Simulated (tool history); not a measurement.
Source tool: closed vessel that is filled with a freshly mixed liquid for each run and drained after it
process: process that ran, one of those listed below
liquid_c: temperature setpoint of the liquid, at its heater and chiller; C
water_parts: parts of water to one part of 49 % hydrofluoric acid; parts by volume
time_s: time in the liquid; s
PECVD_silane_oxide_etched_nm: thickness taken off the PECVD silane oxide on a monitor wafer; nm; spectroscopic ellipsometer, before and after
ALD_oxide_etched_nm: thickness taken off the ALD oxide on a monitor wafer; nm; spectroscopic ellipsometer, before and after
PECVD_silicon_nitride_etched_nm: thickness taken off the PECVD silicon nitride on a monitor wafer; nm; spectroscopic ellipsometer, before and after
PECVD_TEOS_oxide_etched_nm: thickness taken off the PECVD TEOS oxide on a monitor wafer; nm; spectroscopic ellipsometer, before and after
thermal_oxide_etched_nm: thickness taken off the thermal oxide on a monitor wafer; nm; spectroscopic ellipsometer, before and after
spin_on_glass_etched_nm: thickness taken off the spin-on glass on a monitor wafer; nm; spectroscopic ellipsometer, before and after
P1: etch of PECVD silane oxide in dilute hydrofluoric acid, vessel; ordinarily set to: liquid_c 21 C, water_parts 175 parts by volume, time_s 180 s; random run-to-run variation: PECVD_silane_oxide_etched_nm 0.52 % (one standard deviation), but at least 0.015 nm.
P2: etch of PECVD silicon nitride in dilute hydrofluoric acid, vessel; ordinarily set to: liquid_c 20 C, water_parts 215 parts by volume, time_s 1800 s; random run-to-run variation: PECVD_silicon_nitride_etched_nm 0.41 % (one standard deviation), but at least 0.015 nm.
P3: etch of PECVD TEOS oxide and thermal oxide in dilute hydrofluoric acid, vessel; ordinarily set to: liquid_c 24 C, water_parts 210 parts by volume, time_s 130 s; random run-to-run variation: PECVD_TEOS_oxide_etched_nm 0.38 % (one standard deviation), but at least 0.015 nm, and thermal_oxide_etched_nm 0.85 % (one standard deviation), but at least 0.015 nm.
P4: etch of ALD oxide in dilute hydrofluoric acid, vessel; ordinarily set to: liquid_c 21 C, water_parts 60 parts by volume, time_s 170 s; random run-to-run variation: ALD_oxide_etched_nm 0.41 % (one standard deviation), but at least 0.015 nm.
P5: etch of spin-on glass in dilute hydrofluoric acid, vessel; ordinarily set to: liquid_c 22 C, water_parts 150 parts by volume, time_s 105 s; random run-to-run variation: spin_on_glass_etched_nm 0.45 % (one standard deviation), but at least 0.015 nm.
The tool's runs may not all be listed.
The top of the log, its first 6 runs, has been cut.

run	day	process	liquid_c	water_parts	time_s	hours since the thermometer was replaced	hours since the hydrofluoric acid flow meter was replaced	PECVD_silane_oxide_etched_nm	ALD_oxide_etched_nm	PECVD_silicon_nitride_etched_nm	PECVD_TEOS_oxide_etched_nm	thermal_oxide_etched_nm	spin_on_glass_etched_nm
# day 2.008: thermometer replaced
7	2.042	P2	20	390	1800	0.9	987			17.822			
8	2.279	P1	26	255	180	6.6	992.7	19.964					
9	2.575	P1	24.5	175	180	13.7	999.8	29.917					
10	2.838	P1	21	175	30	20	1006.1	4.3687					
11	3.175	P1	17	175	180	28.1	1014.2	22.446					
12	3.454	P1	21	175	180	34.8	1020.9	26.336					
13	3.733	P5	22	150	105	41.5	1027.6						21.025
14	4.038	P1	21	175	180	48.8	1034.9	26.035					
15	4.317	P5	17	150	105	55.5	1041.6						17.179
16	4.575	P4	21	60	300	61.7	1047.8		64.403				
17	4.746	P2	20	215	1800	65.8	1051.9			31.56			
18	5.046	P4	21	60	170	73	1059.1		36.239				
19	5.404	P4	26.5	60	170	81.6	1067.7		45.349				
20	5.667	P1	21	295	30	87.9	1074	2.3081					
21	5.917	P3	24	105	130	93.9	1080				30.956	5.67	
22	6.104	P5	22	150	35	98.4	1084.5						6.9726
23	6.321	P2	28.5	215	1800	103.6	1089.7			53.839			
24	6.612	P5	22	250	105	110.6	1096.7						11.316
25	6.829	P4	21	35	170	115.8	1101.9		64.51				
26	7.058	P1	21	80	180	121.3	1107.4	64.07					
27	7.25	P3	29	210	130	125.9	1112				16.289	3.0354	
28	7.55	P3	24	210	130	133.1	1119.2				13.575	2.5671	
29	7.829	P1	21	175	260	139.8	1125.9	38.433					
30	8.042	P1	21	175	180	144.9	1131	26.33					
31	8.321	P1	21	175	180	151.6	1137.7	25.502					

Run 32 comes next. What will it give?
32	8.554	P1	21	175	180	157.2	1143.3	?					

Run 32 gave PECVD_silane_oxide_etched_nm 25.193 nm.
